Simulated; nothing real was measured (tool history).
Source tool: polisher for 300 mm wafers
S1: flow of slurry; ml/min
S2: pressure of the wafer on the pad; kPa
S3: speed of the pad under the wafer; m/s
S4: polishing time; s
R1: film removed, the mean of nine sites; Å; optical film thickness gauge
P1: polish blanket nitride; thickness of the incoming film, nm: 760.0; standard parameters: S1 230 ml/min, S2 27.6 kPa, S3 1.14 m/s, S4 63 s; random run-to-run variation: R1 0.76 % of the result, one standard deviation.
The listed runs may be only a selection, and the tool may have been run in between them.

run     day   S1    S2    S3  S4      R1
  1   0.604  230  27.6  1.14  63  1203.8
  2   0.925  230  12.4  1.14  63  544.21
  3   1.583  230  27.6  1.14  63    1196
  4   2.212  140    40  1.14  63  1608.9
  5   2.804  230  27.6   1.6  63  1565.1
  6   3.371  140  27.6  1.14  63  1105.2
  7   3.679  230  27.6  1.14  63    1202
  8   4.392  230  27.6  1.14  79  1520.2
  9   4.879  230  27.6  0.64  63  763.78
 10   5.538  300  27.6  1.14  63  1236.5
 11   6.154  230  27.6  1.14  63    1198
 12   6.462  230  27.6  1.14  63  1189.3
 13   7.008  230  43.4  1.14  63  1890.2
 14   7.408  230  27.6  1.14  42  806.11
 15   7.788  230  27.6  1.14  63  1207.4
 16   8.117  230  27.6  1.14  63  1181.1
 17   8.579  230  27.6  1.14  63  1195.3
 18   9.129  230  27.6  1.14  63  1155.5
 19   9.546  230  27.6  1.14  63  1168.8
 20  10.188  230  27.6  1.14  63  1161.6
     10.562  -- worn pad replaced by a new one
 21  10.642  230  27.6  1.14  63  1147.5
 22  11.175  230  27.6  1.14  63  1149.2
 23  11.712  230  27.6  1.14  63  1155.6

P1 has crept away from where it was. The log is fitted equally well by each of these 2 causes, at the sizes shown:
A: slurry flow missing at the pad, % = 28
B: head's pressure below its setpoint, % = 4.36
The onset of the drift is placed at about day 7.788.
Every other cause this tool's parts could produce, and why it does not fit the log:
removal rate lost through wear of the pad, %: serviced at day 10.562, which brought nothing back

The 4 check runs listed below each average the results of 5 wafers, and their outcomes are marked with question marks. Under which run would the listed causes produce clearly different results?
check 1  12.25  140  27.6  1.14  63   ?
check 2  12.25  230  42.1  1.56  63   ?
check 3  12.25  230    20  0.86  63   ?
check 4  12.25  230  27.6   1.5  63   ?

Check results expected under each cause:
  check  result    if A    if B
check 1      R1  1041.8  1068.9
check 2      R1  2253.9  2253.6
check 3      R1  665.43  665.34
check 4      R1  1432.3  1432.1
Distance between the nearest two causes, measured in the result of the check that separates them most: check 1 2.56 %; check 2 0.01 %; check 3 0.01 %; check 4 0.01 %
Check 1 distinguishes between the causes, while the remaining checks would return nearly the same result for all of them.

Check 1 has now been run. It gave: R1 1034.1 Å. Which of the candidate causes is it?

The cause is A: slurry flow missing at the pad, %.

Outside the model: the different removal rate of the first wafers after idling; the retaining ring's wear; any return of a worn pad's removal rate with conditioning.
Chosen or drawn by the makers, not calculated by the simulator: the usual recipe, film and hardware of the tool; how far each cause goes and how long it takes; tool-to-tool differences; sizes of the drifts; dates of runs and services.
